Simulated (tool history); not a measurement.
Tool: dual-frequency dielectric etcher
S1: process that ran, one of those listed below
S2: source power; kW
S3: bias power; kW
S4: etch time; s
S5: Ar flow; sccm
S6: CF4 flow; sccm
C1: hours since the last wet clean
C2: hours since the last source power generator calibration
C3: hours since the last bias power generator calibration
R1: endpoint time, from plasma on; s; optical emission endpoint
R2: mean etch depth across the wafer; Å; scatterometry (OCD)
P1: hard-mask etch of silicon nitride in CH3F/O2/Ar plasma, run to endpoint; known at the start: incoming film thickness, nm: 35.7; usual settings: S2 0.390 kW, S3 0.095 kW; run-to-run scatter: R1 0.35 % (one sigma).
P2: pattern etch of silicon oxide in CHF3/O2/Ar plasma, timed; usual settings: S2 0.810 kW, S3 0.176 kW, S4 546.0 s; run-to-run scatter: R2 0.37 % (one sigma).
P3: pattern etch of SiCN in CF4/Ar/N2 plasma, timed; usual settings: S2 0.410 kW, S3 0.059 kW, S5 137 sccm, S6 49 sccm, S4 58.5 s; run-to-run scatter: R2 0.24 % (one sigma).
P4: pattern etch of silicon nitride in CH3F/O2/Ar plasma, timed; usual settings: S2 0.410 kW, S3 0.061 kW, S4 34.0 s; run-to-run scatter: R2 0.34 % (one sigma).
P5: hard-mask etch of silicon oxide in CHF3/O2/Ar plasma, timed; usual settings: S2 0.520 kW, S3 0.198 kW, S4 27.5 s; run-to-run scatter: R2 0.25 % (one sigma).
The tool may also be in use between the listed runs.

run	day	S1	S2	S3	S4	S5	S6	C1	C2	C3	R1	R2
1	0.388	P1	0.390	0.095				109.3	2237.6	1572.2	46.076	
2	0.967	P1	0.250	0.115				123.2	2251.5	1586.1	50.627	
3	1.367	P4	0.410	0.049	34.0			132.8	2261.1	1595.7		210.19
4	1.883	P5	0.320	0.198	27.5			145.2	2273.5	1608.1		451.05
5	2.288	P1	0.390	0.095				154.9	2283.2	1617.8	46.037	
6	2.654	P5	0.520	0.272	27.5			163.7	2292.0	1626.6		607.08
7	3.167	P1	0.390	0.072				176.0	2304.3	1638.9	50.678	
8	3.679	P1	0.390	0.095				188.3	2316.6	1651.2	46.072	
9	4.225	P1	0.390	0.095				201.4	2329.7	1664.3	46.026	
10	4.696	P1	0.390	0.133				212.7	2341.0	1675.6	40.378	
# day 5.133: wet clean of the chamber
11	5.179	P3	0.410	0.059	58.5	137	59	1.1	2352.6	1687.2		410.42
12	5.717	P5	0.520	0.198	27.5			14.0	2365.5	1700.1		542.51
13	6.383	P3	0.580	0.059	58.5	137	49	30.0	2381.5	1716.1		539.86
14	6.988	P4	0.310	0.061	34.0			44.5	2396.0	1730.6		202.48
15	7.525	P3	0.410	0.059	58.5	137	49	57.4	2408.9	1743.5		399.17
16	8.233	P4	0.410	0.061	44.5			74.4	2425.9	1760.5		294.69
17	8.879	P2	0.810	0.176	670.0			89.9	2441.4	1776.0		15097.00
18	9.371	P1	0.510	0.114				101.7	2453.2	1787.8	38.782	
19	9.812	P3	0.410	0.059	85.0	137	49	112.3	2463.8	1798.4		578.80
20	10.421	P4	0.410	0.061	34.0			126.9	2478.4	1813.0		227.56
21	11.050	P3	0.410	0.077	58.5	137	49	142.0	2493.5	1828.1		442.60
22	11.625	P2	0.810	0.132	546.0			155.8	2507.3	1841.9		11285.00
23	12.088	P1	0.390	0.095				166.9	2518.4	1853.0	46.101	
24	12.521	P4	0.410	0.061	34.0			177.3	2528.8	1863.4		226.80
25	12.846	P1	0.390	0.095				185.1	2536.6	1871.2	45.995	
26	13.450	P5	0.520	0.198	39.5			199.6	2551.1	1885.7		777.75
27	13.754	P3	0.410	0.059	58.5	192	49	206.9	2558.4	1893.0		376.03
28	14.275	P2	0.810	0.176	546.0			219.4	2570.9	1905.5		12311.00
29	14.712	P1	0.280	0.095				229.9	2581.4	1916.0	52.203	
30	15.225	P1	0.470	0.095				242.2	2593.7	1928.3	42.664	
31	15.592	P2	1.130	0.176	546.0			251.0	2602.5	1937.1		14009.00
32	16.304	P1	0.390	0.095				268.1	2619.6	1954.2	45.903	
33	16.658	P1	0.390	0.095				276.6	2628.1	1962.7	46.297	
34	17.296	P1	0.390	0.095				291.9	2643.4	1978.0	46.467	
35	17.742	P1	0.390	0.095				302.6	2654.1	1988.7	46.674	
36	18.242	P1	0.390	0.095				314.6	2666.1	2000.7	46.709	
# day 18.600: wet clean of the chamber
37	18.929	P1	0.390	0.095				7.9	2682.6	2017.2	47.167	
38	19.479	P1	0.390	0.095				21.1	2695.8	2030.4	46.933	
39	19.904	P1	0.390	0.095				31.3	2706.0	2040.6	46.827	

What P1 gives has crept away from where it was. These 2 causes fit the log equally well, each at the size given:
A: bias power that arrives under what is set, % = 4.76
B: source power that arrives under what is set, % = 4.63
The creep began at about day 16.304.
Why every other cause is out:
chamber walls in a state that lowers the etch rate, %: serviced at day 18.600, which brought nothing back

4 check runs are offered, one wafer each, their results left as question marks. Which one tells the causes apart?
check 1	20.329	P4	0.410	0.061	34.0							?
check 2	20.329	P3	0.410	0.059	58.5	137	49					?
check 3	20.329	P2	0.810	0.176	546.0							?
check 4	20.329	P5	0.520	0.198	27.5							?

What each check would give under each cause:
check	result	if A	if B
check 1	R2	222.17	221.67
check 2	R2	391.06	382.20
check 3	R2	12116.00	12087.00
check 4	R2	533.06	532.43
How far apart the two closest causes lie, in the result that separates them most: check 1 0.22 %; check 2 2.29 %; check 3 0.24 %; check 4 0.12 %
Only check 2 tells the causes apart: in the others they would give nearly the same result.

Then check 2 was run and gave: R2 382.22 Å. Which cause is it?

It is B: source power that arrives under what is set, %.
